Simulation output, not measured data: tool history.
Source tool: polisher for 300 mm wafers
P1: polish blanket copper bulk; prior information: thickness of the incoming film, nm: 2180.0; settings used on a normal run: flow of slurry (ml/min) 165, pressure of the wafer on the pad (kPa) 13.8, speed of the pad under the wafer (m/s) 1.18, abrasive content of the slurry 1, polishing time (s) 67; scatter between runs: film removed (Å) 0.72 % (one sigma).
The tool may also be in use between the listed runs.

| run | hour | flow of slurry (ml/min) | pressure of the wafer on the pad (kPa) | speed of the pad under the wafer (m/s) | abrasive content of the slurry | polishing time (s) | wafers polished on this pad | hours since the slurry nozzle was cleaned | hours since the head pressure was calibrated | hours since the slurry blender was calibrated | film removed (Å) |
|---|---|---|---|---|---|---|---|---|---|---|---|
| 1 | 8.3 | 165 | 13.8 | 1.18 | 1 | 67 | 338 | 202.5 | 628 | 132.9 | 4565.3 |
|  | 17.3 | head pressure recalibrated |
| 2 | 18.8 | 165 | 13.8 | 1.18 | 1 | 67 | 415 | 213 | 1.6 | 143.4 | 4567.1 |
| 3 | 29.8 | 260 | 8.3 | 1.18 | 1 | 67 | 496 | 224 | 12.6 | 154.4 | 2869.9 |
| 4 | 35.4 | 165 | 18.6 | 1.18 | 0.7 | 67 | 538 | 229.6 | 18.2 | 160 | 5682.5 |
|  | 39.5 | slurry nozzle cleaned |
| 5 | 44.7 | 165 | 13.8 | 1.18 | 1.5 | 67 | 606 | 5.3 | 27.5 | 169.3 | 4985.4 |
| 6 | 54.6 | 165 | 13.8 | 1.18 | 1 | 34 | 679 | 15.2 | 37.4 | 179.2 | 2291.2 |
| 7 | 62.3 | 165 | 17.9 | 1.18 | 1 | 67 | 735 | 22.9 | 45.1 | 186.9 | 5992.6 |
| 8 | 68.6 | 165 | 13.8 | 1.18 | 1 | 67 | 782 | 29.2 | 51.4 | 193.2 | 4537.5 |
| 9 | 79.8 | 165 | 6.9 | 1.18 | 1 | 67 | 864 | 40.4 | 62.6 | 204.4 | 2282.6 |
| 10 | 90.3 | 110 | 13.8 | 1.18 | 1 | 67 | 941 | 50.9 | 73.1 | 214.9 | 4198.1 |
| 11 | 97.3 | 165 | 13.8 | 1.18 | 1 | 67 | 993 | 57.9 | 80.1 | 221.9 | 4508.3 |
| 12 | 109.7 | 165 | 13.8 | 1.18 | 1 | 67 | 1084 | 70.3 | 92.5 | 234.3 | 4555.1 |
| 13 | 116.5 | 165 | 13.8 | 1.62 | 1 | 67 | 1134 | 77.1 | 99.3 | 241.1 | 6245.4 |
| 14 | 123 | 165 | 13.8 | 1.18 | 1 | 98 | 1182 | 83.6 | 105.8 | 247.6 | 6663.5 |
| 15 | 132.9 | 165 | 13.8 | 0.54 | 1 | 67 | 1255 | 93.5 | 115.7 | 257.5 | 2100.5 |

What does the tool deliver on the next run?
| 16 | 138.5 | 165 | 13.8 | 1.18 | 0.55 | 67 | 1296 | 99.1 | 121.3 | 263.1 | ? |

{"run 16": {"film removed (Å)": 4011.5}}

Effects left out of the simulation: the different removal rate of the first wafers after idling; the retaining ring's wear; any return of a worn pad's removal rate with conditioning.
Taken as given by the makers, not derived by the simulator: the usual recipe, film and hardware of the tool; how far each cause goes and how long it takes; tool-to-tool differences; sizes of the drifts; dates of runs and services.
